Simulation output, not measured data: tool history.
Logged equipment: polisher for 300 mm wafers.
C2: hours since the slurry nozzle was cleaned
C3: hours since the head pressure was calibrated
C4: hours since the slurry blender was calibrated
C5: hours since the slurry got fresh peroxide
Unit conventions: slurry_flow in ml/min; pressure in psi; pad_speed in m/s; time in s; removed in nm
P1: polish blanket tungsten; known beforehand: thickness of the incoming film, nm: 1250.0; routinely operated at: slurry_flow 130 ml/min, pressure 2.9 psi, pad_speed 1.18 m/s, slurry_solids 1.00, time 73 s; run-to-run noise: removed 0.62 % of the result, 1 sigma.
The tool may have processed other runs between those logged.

Run 1, day 0.112: slurry_flow 130 ml/min, pressure 2.9 psi, pad_speed 1.18 m/s, slurry_solids 1.00, time 73 s; wafers polished on this pad 339; C2 333.6; C3 188.0; C4 175.6; C5 42.2. Result: removed 344.77 nm.
Run 2, day 0.221: slurry_flow 130 ml/min, pressure 2.9 psi, pad_speed 1.54 m/s, slurry_solids 1.00, time 73 s; wafers polished on this pad 358; C2 336.2; C3 190.6; C4 178.2; C5 44.8. Result: removed 451.26 nm.
Run 3, day 0.350: slurry_flow 130 ml/min, pressure 2.9 psi, pad_speed 1.18 m/s, slurry_solids 1.00, time 73 s; wafers polished on this pad 380; C2 339.3; C3 193.7; C4 181.3; C5 47.9. Result: removed 349.27 nm.
Run 4, day 0.483: slurry_flow 130 ml/min, pressure 2.9 psi, pad_speed 1.18 m/s, slurry_solids 0.65, time 73 s; wafers polished on this pad 404; C2 342.5; C3 196.9; C4 184.5; C5 51.1. Result: removed 315.89 nm.
Run 5, day 0.646: slurry_flow 130 ml/min, pressure 2.9 psi, pad_speed 1.18 m/s, slurry_solids 1.00, time 73 s; wafers polished on this pad 432; C2 346.4; C3 200.8; C4 188.4; C5 55.0. Result: removed 344.94 nm.
Run 6, day 0.746: slurry_flow 130 ml/min, pressure 2.9 psi, pad_speed 1.18 m/s, slurry_solids 1.00, time 39 s; wafers polished on this pad 449; C2 348.8; C3 203.2; C4 190.8; C5 57.4. Result: removed 186.64 nm.
Run 7, day 0.900: slurry_flow 130 ml/min, pressure 2.9 psi, pad_speed 1.18 m/s, slurry_solids 1.00, time 73 s; wafers polished on this pad 476; C2 352.5; C3 206.9; C4 194.5; C5 61.1. Result: removed 346.99 nm.
Run 8, day 0.996: slurry_flow 90 ml/min, pressure 2.9 psi, pad_speed 1.18 m/s, slurry_solids 1.00, time 73 s; wafers polished on this pad 493; C2 354.8; C3 209.2; C4 196.8; C5 63.4. Result: removed 317.54 nm.
Run 9, day 1.083: slurry_flow 130 ml/min, pressure 4.1 psi, pad_speed 1.18 m/s, slurry_solids 1.00, time 73 s; wafers polished on this pad 508; C2 356.9; C3 211.3; C4 198.9; C5 65.5. Result: removed 485.68 nm.
Run 10, day 1.246: slurry_flow 200 ml/min, pressure 2.9 psi, pad_speed 1.18 m/s, slurry_solids 1.00, time 73 s; wafers polished on this pad 536; C2 360.8; C3 215.2; C4 202.8; C5 69.4. Result: removed 374.88 nm.
At day 1.325: slurry tank refilled with fresh slurry and peroxide.
Run 11, day 1.408: slurry_flow 130 ml/min, pressure 1.3 psi, pad_speed 1.18 m/s, slurry_solids 1.00, time 73 s; wafers polished on this pad 564; C2 364.7; C3 219.1; C4 206.7; C5 2.1. Result: removed 155.35 nm.
Run 12, day 1.588: slurry_flow 130 ml/min, pressure 3.8 psi, pad_speed 0.54 m/s, slurry_solids 1.00, time 73 s; wafers polished on this pad 596; C2 369.0; C3 223.4; C4 211.0; C5 6.4. Result: removed 208.55 nm.
Run 13, day 1.738: slurry_flow 130 ml/min, pressure 2.9 psi, pad_speed 1.18 m/s, slurry_solids 1.00, time 100 s; wafers polished on this pad 622; C2 372.6; C3 227.0; C4 214.6; C5 10.0. Result: removed 472.72 nm.
Run 14, day 1.892: slurry_flow 130 ml/min, pressure 2.9 psi, pad_speed 0.54 m/s, slurry_solids 1.00, time 73 s; wafers polished on this pad 649; C2 376.3; C3 230.7; C4 218.3; C5 13.7. Result: removed 159.29 nm.
Run 15, day 1.983: slurry_flow 130 ml/min, pressure 2.9 psi, pad_speed 1.18 m/s, slurry_solids 1.00, time 73 s; wafers polished on this pad 664; C2 378.5; C3 232.9; C4 220.5; C5 15.9. Result: removed 345.83 nm.
Run 16, day 2.117: slurry_flow 130 ml/min, pressure 2.9 psi, pad_speed 1.18 m/s, slurry_solids 1.40, time 73 s; wafers polished on this pad 688; C2 381.7; C3 236.1; C4 223.7; C5 19.1. Result: removed 376.33 nm.
Run 17, day 2.204: slurry_flow 130 ml/min, pressure 2.9 psi, pad_speed 1.18 m/s, slurry_solids 1.00, time 73 s; wafers polished on this pad 703; C2 383.8; C3 238.2; C4 225.8; C5 21.2. Result: removed 349.22 nm.
Run 18, day 2.350: slurry_flow 130 ml/min, pressure 2.9 psi, pad_speed 1.18 m/s, slurry_solids 1.00, time 73 s; wafers polished on this pad 728; C2 387.3; C3 241.7; C4 229.3; C5 24.7. Result: removed 345.21 nm.
Run 19, day 2.433: slurry_flow 130 ml/min, pressure 2.9 psi, pad_speed 1.18 m/s, slurry_solids 1.00, time 73 s; wafers polished on this pad 743; C2 389.3; C3 243.7; C4 231.3; C5 26.7. Result: removed 339.04 nm.
Run 20, day 2.592: slurry_flow 130 ml/min, pressure 2.9 psi, pad_speed 1.18 m/s, slurry_solids 1.00, time 73 s; wafers polished on this pad 770; C2 393.1; C3 247.5; C4 235.1; C5 30.5. Result: removed 330.89 nm.
Run 21, day 2.754: slurry_flow 130 ml/min, pressure 2.9 psi, pad_speed 1.18 m/s, slurry_solids 1.00, time 73 s; wafers polished on this pad 799; C2 397.0; C3 251.4; C4 239.0; C5 34.4. Result: removed 328.71 nm.
Run 22, day 2.908: slurry_flow 130 ml/min, pressure 2.9 psi, pad_speed 1.18 m/s, slurry_solids 1.00, time 73 s; wafers polished on this pad 825; C2 400.7; C3 255.1; C4 242.7; C5 38.1. Result: removed 328.65 nm.
At day 3.038: head pressure recalibrated.
Run 23, day 3.038: slurry_flow 130 ml/min, pressure 2.9 psi, pad_speed 1.18 m/s, slurry_solids 1.00, time 73 s; wafers polished on this pad 848; C2 403.8; C3 0.0; C4 245.8; C5 41.2. Result: removed 319.07 nm.
At day 3.092: slurry blender recalibrated.
At day 3.133: worn pad replaced by a new one.
Run 24, day 3.196: slurry_flow 130 ml/min, pressure 2.9 psi, pad_speed 1.18 m/s, slurry_solids 1.00, time 73 s; wafers polished on this pad 11; C2 407.6; C3 3.8; C4 2.5; C5 45.0. Result: removed 320.81 nm.
Run 25, day 3.304: slurry_flow 130 ml/min, pressure 2.9 psi, pad_speed 1.18 m/s, slurry_solids 1.00, time 73 s; wafers polished on this pad 30; C2 410.2; C3 6.4; C4 5.1; C5 47.6. Result: removed 321.45 nm.

Predict the results of run 26:
Run 26, day 3.483: slurry_flow 130 ml/min, pressure 2.9 psi, pad_speed 1.18 m/s, slurry_solids 1.00, time 73 s; wafers polished on this pad 61; C2 414.5; C3 10.7; C4 9.4; C5 51.9. Result: removed ?.

removed: 322.00 nm

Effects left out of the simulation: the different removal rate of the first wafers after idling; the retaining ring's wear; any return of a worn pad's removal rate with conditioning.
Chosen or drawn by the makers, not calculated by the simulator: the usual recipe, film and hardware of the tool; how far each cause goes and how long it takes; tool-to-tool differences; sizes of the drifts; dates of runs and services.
